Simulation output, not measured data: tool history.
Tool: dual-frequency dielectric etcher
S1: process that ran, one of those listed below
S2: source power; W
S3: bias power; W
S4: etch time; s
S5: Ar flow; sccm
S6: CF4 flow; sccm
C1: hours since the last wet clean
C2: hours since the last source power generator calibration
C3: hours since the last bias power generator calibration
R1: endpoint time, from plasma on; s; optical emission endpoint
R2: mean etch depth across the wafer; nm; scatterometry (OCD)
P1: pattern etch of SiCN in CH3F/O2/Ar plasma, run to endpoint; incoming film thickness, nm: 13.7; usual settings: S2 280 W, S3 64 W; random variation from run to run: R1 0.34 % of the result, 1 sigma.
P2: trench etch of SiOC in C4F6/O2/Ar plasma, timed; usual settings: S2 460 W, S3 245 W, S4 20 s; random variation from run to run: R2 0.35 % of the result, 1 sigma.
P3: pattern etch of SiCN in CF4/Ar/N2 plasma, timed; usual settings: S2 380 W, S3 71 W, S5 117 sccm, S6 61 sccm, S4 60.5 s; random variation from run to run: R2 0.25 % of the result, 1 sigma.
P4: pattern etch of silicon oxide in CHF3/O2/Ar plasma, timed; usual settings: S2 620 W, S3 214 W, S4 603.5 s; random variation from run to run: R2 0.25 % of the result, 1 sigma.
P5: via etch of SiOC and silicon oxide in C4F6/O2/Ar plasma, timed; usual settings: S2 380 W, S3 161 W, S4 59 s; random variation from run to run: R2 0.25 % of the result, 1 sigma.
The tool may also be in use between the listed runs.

| run | hour | S1 | S2 | S3 | S4 | S5 | S6 | C1 | C2 | C3 | R1 | R2 |
|---|---|---|---|---|---|---|---|---|---|---|---|---|
| 1 | 7.6 | P1 | 280 | 64 |  |  |  | 188.2 | 472.6 | 456.1 | 45.829 |  |
| 2 | 16.7 | P5 | 380 | 198 | 59 |  |  | 197.3 | 481.7 | 465.2 |  | 67.089 |
| 3 | 23.2 | P3 | 380 | 94 | 60.5 | 117 | 61 | 203.8 | 488.2 | 471.7 |  | 46.876 |
| 4 | 29.4 | P3 | 380 | 71 | 60.5 | 150 | 61 | 210 | 494.4 | 477.9 |  | 40.61 |
|  | 30.2 | wet clean of the chamber |
| 5 | 38 | P2 | 640 | 245 | 20 |  |  | 7.8 | 503 | 486.5 |  | 55.554 |
| 6 | 43.6 | P1 | 380 | 78 |  |  |  | 13.4 | 508.6 | 492.1 | 37.913 |  |
| 7 | 53.7 | P5 | 380 | 161 | 59 |  |  | 23.5 | 518.7 | 502.2 |  | 62.511 |
| 8 | 60.5 | P3 | 380 | 71 | 60.5 | 117 | 61 | 30.3 | 525.5 | 509 |  | 42.132 |
| 9 | 67.5 | P3 | 380 | 71 | 76 | 117 | 61 | 37.3 | 532.5 | 516 |  | 53.099 |
| 10 | 72.6 | P4 | 460 | 214 | 603.5 |  |  | 42.4 | 537.6 | 521.1 |  | 1125.4 |
| 11 | 79.2 | P5 | 460 | 161 | 59 |  |  | 49 | 544.2 | 527.7 |  | 67.874 |
| 12 | 88.3 | P1 | 280 | 48 |  |  |  | 58.1 | 553.3 | 536.8 | 49.99 |  |
| 13 | 96.6 | P1 | 280 | 85 |  |  |  | 66.4 | 561.6 | 545.1 | 41.128 |  |
| 14 | 106.6 | P1 | 390 | 64 |  |  |  | 76.4 | 571.6 | 555.1 | 40.269 |  |
| 15 | 114.6 | P4 | 620 | 214 | 603.5 |  |  | 84.4 | 579.6 | 563.1 |  | 1261.6 |
| 16 | 125 | P2 | 460 | 245 | 12.5 |  |  | 94.8 | 590 | 573.5 |  | 30.349 |
| 17 | 134.3 | P1 | 280 | 64 |  |  |  | 104.1 | 599.3 | 582.8 | 45.302 |  |
| 18 | 140.7 | P1 | 170 | 64 |  |  |  | 110.5 | 605.7 | 589.2 | 54.707 |  |
| 19 | 149 | P3 | 270 | 71 | 60.5 | 117 | 61 | 118.8 | 614 | 597.5 |  | 31.413 |
| 20 | 156.9 | P4 | 620 | 214 | 603.5 |  |  | 126.7 | 621.9 | 605.4 |  | 1258.6 |
| 21 | 162 | P3 | 380 | 71 | 60.5 | 117 | 41 | 131.8 | 627 | 610.5 |  | 39.536 |
| 22 | 172.4 | P2 | 460 | 245 | 20 |  |  | 142.2 | 637.4 | 620.9 |  | 48.797 |
| 23 | 182.4 | P5 | 380 | 161 | 87.5 |  |  | 152.2 | 647.4 | 630.9 |  | 93.141 |
| 24 | 191.6 | P1 | 280 | 64 |  |  |  | 161.4 | 656.6 | 640.1 | 45.261 |  |
| 25 | 198.9 | P3 | 380 | 71 | 60.5 | 117 | 61 | 168.7 | 663.9 | 647.4 |  | 42.186 |
| 26 | 207.6 | P2 | 460 | 200 | 20 |  |  | 177.4 | 672.6 | 656.1 |  | 45.565 |
| 27 | 212.8 | P1 | 280 | 64 |  |  |  | 182.6 | 677.8 | 661.3 | 45.575 |  |
| 28 | 221.3 | P1 | 280 | 64 |  |  |  | 191.1 | 686.3 | 669.8 | 45.438 |  |

The next listed run, before its measurement:
| 29 | 227.1 | P4 | 620 | 214 | 454.5 |  |  | 196.9 | 692.1 | 675.6 |  | ? |

{"run 29": {"R2": 945.65}}
